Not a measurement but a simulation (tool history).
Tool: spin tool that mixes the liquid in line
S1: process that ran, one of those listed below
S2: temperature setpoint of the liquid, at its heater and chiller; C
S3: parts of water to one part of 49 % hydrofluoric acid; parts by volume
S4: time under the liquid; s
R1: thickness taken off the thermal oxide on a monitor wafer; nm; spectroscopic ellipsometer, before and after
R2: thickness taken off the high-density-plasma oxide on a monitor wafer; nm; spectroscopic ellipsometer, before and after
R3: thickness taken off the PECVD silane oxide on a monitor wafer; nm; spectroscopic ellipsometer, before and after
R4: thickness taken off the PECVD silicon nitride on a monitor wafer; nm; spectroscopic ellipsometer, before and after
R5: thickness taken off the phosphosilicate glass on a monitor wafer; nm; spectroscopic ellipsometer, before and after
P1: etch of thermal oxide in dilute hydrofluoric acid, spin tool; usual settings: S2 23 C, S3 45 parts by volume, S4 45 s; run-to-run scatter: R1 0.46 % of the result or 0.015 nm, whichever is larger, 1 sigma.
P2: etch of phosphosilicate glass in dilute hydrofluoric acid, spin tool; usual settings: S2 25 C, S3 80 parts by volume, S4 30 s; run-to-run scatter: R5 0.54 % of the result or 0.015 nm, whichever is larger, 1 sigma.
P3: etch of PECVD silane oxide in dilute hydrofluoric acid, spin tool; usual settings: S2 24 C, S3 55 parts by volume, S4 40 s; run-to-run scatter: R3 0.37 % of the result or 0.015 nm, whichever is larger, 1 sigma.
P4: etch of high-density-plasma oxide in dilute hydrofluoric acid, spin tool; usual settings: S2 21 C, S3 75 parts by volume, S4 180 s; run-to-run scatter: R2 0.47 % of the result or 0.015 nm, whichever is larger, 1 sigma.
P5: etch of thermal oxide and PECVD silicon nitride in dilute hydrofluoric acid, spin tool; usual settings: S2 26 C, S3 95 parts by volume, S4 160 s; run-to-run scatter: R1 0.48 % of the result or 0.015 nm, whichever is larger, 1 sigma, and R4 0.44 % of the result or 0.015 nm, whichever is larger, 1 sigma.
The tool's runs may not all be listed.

{"run": 1, "hour": 9.6, "S1": "P1", "S2": 23, "S3": 45, "S4": 45, "R1": 4.7597}
{"run": 2, "hour": 15.9, "S1": "P4", "S2": 21, "S3": 135, "S4": 180, "R2": 5.713}
{"run": 3, "hour": 26.3, "S1": "P1", "S2": 23, "S3": 45, "S4": 15, "R1": 1.6077}
{"run": 4, "hour": 34.0, "S1": "P1", "S2": 23, "S3": 45, "S4": 45, "R1": 4.7849}
{"run": 5, "hour": 42.4, "S1": "P1", "S2": 23, "S3": 20, "S4": 45, "R1": 11.162}
{"run": 6, "hour": 52.1, "S1": "P1", "S2": 23, "S3": 45, "S4": 45, "R1": 4.7971}
{"run": 7, "hour": 62.8, "S1": "P3", "S2": 24, "S3": 55, "S4": 40, "R3": 14.017}
{"run": 8, "hour": 70.5, "S1": "P4", "S2": 21, "S3": 75, "S4": 45, "R2": 2.7785}
{"run": 9, "hour": 80.9, "S1": "P1", "S2": 23, "S3": 75, "S4": 45, "R1": 2.7459}
{"run": 10, "hour": 89.9, "S1": "P1", "S2": 28.5, "S3": 45, "S4": 45, "R1": 5.9949}
{"run": 11, "hour": 102.6, "S1": "P1", "S2": 23, "S3": 20, "S4": 15, "R1": 3.7122}
{"run": 12, "hour": 112.2, "S1": "P5", "S2": 26, "S3": 95, "S4": 25, "R1": 1.3753, "R4": 1.6011}
{"run": 13, "hour": 126.2, "S1": "P2", "S2": 25, "S3": 80, "S4": 30, "R5": 61.89}
{"run": 14, "hour": 135.7, "S1": "P1", "S2": 18.5, "S3": 45, "S4": 45, "R1": 3.9598}
{"run": 15, "hour": 150.0, "S1": "P2", "S2": 25, "S3": 115, "S4": 30, "R5": 40.768}
{"run": 16, "hour": 161.7, "S1": "P4", "S2": 21, "S3": 75, "S4": 180, "R2": 10.932}
{"run": 17, "hour": 175.3, "S1": "P1", "S2": 23, "S3": 45, "S4": 45, "R1": 4.8131}
{"run": 18, "hour": 181.8, "S1": "P5", "S2": 32, "S3": 95, "S4": 160, "R1": 11.225, "R4": 14.992}
{"run": 19, "hour": 189.7, "S1": "P1", "S2": 23, "S3": 45, "S4": 85, "R1": 9.1099}
{"run": 20, "hour": 199.7, "S1": "P3", "S2": 24, "S3": 90, "S4": 40, "R3": 8.1806}
{"run": 21, "hour": 212.9, "S1": "P2", "S2": 25, "S3": 80, "S4": 60, "R5": 122.65}
{"run": 22, "hour": 225.3, "S1": "P3", "S2": 24, "S3": 55, "S4": 40, "R3": 14.052}
{"run": 23, "hour": 235.8, "S1": "P1", "S2": 28, "S3": 45, "S4": 15, "R1": 1.9682}
{"run": 24, "hour": 242.6, "S1": "P5", "S2": 26, "S3": 95, "S4": 160, "R1": 8.8527, "R4": 10.245}
{"run": 25, "hour": 249.0, "S1": "P2", "S2": 18.5, "S3": 80, "S4": 30, "R5": 47.43}
{"run": 26, "hour": 260.7, "S1": "P3", "S2": 24, "S3": 55, "S4": 15, "R3": 5.2882}
{"run": 27, "hour": 270.7, "S1": "P3", "S2": 31, "S3": 55, "S4": 40, "R3": 18.433}
{"run": 28, "hour": 285.2, "S1": "P1", "S2": 23, "S3": 45, "S4": 45, "R1": 4.8014}
{"run": 29, "hour": 293.6, "S1": "P4", "S2": 28, "S3": 75, "S4": 180, "R2": 14.641}
{"run": 30, "hour": 307.1, "S1": "P5", "S2": 26, "S3": 95, "S4": 160, "R1": 8.8451, "R4": 10.311}
{"run": 31, "hour": 320.0, "S1": "P5", "S2": 26, "S3": 170, "S4": 160, "R1": 4.4995, "R4": 5.7934}
{"run": 32, "hour": 328.3, "S1": "P1", "S2": 23, "S3": 45, "S4": 45, "R1": 4.819}
{"run": 33, "hour": 339.1, "S1": "P1", "S2": 23, "S3": 45, "S4": 45, "R1": 4.6558}
{"run": 34, "hour": 353.5, "S1": "P1", "S2": 23, "S3": 45, "S4": 45, "R1": 4.5654}
{"run": 35, "hour": 361.0, "S1": "P1", "S2": 23, "S3": 45, "S4": 45, "R1": 4.5406}
{"run": 36, "hour": 370.0, "S1": "P1", "S2": 23, "S3": 45, "S4": 45, "R1": 4.4433}
{"run": 37, "hour": 379.2, "S1": "P1", "S2": 23, "S3": 45, "S4": 45, "R1": 4.4822}
{"run": 38, "hour": 386.5, "S1": "P1", "S2": 23, "S3": 45, "S4": 45, "R1": 4.4064}
{"run": 39, "hour": 398.7, "S1": "P1", "S2": 23, "S3": 45, "S4": 45, "R1": 4.4359}
{"run": 40, "hour": 411.8, "S1": "P1", "S2": 23, "S3": 45, "S4": 45, "R1": 4.4568}

What P1 gives has crept away from where it was. These 2 causes fit the log equally well, each at the size given:
A: hydrofluoric acid flow below the setpoint (%) = 6.82
B: liquid colder than its thermometer reads (K) = 1.79
The creep began at about hour 328.3.

4 check runs are offered, one wafer each, their results left as question marks. Which one tells the causes apart?
{"run": "check 1", "hour": 424.9, "S1": "P2", "S2": 20, "S3": 80, "S4": 60, "R5": "?"}
{"run": "check 2", "hour": 424.9, "S1": "P3", "S2": 30.5, "S3": 55, "S4": 25, "R3": "?"}
{"run": "check 3", "hour": 424.9, "S1": "P4", "S2": 27.5, "S3": 75, "S4": 45, "R2": "?"}
{"run": "check 4", "hour": 424.9, "S1": "P5", "S2": 31.5, "S3": 170, "S4": 160, "R1": "?", "R4": "?"}

What each check would give under each cause:
check=check_1 result=R5 if_A=93.2 if_B=93.419
check=check_2 result=R3 if_A=10.494 if_B=10.565
check=check_3 result=R2 if_A=3.3173 if_B=3.3425
check=check_4 result=R1 if_A=5.0291 if_B=5.151
check=check_4 result=R4 if_A=7.4992 if_B=7.2374
How far apart the two closest causes lie, in the result that separates them most: check 1 0.23 %; check 2 0.68 %; check 3 0.76 %; check 4 3.55 %
Check 4 tells the causes apart: in the others they would give nearly the same result.

Then check 4 was run and gave: R1 5.1842 nm; R4 7.2358 nm. Which cause is it?

It is B: liquid colder than its thermometer reads (K).

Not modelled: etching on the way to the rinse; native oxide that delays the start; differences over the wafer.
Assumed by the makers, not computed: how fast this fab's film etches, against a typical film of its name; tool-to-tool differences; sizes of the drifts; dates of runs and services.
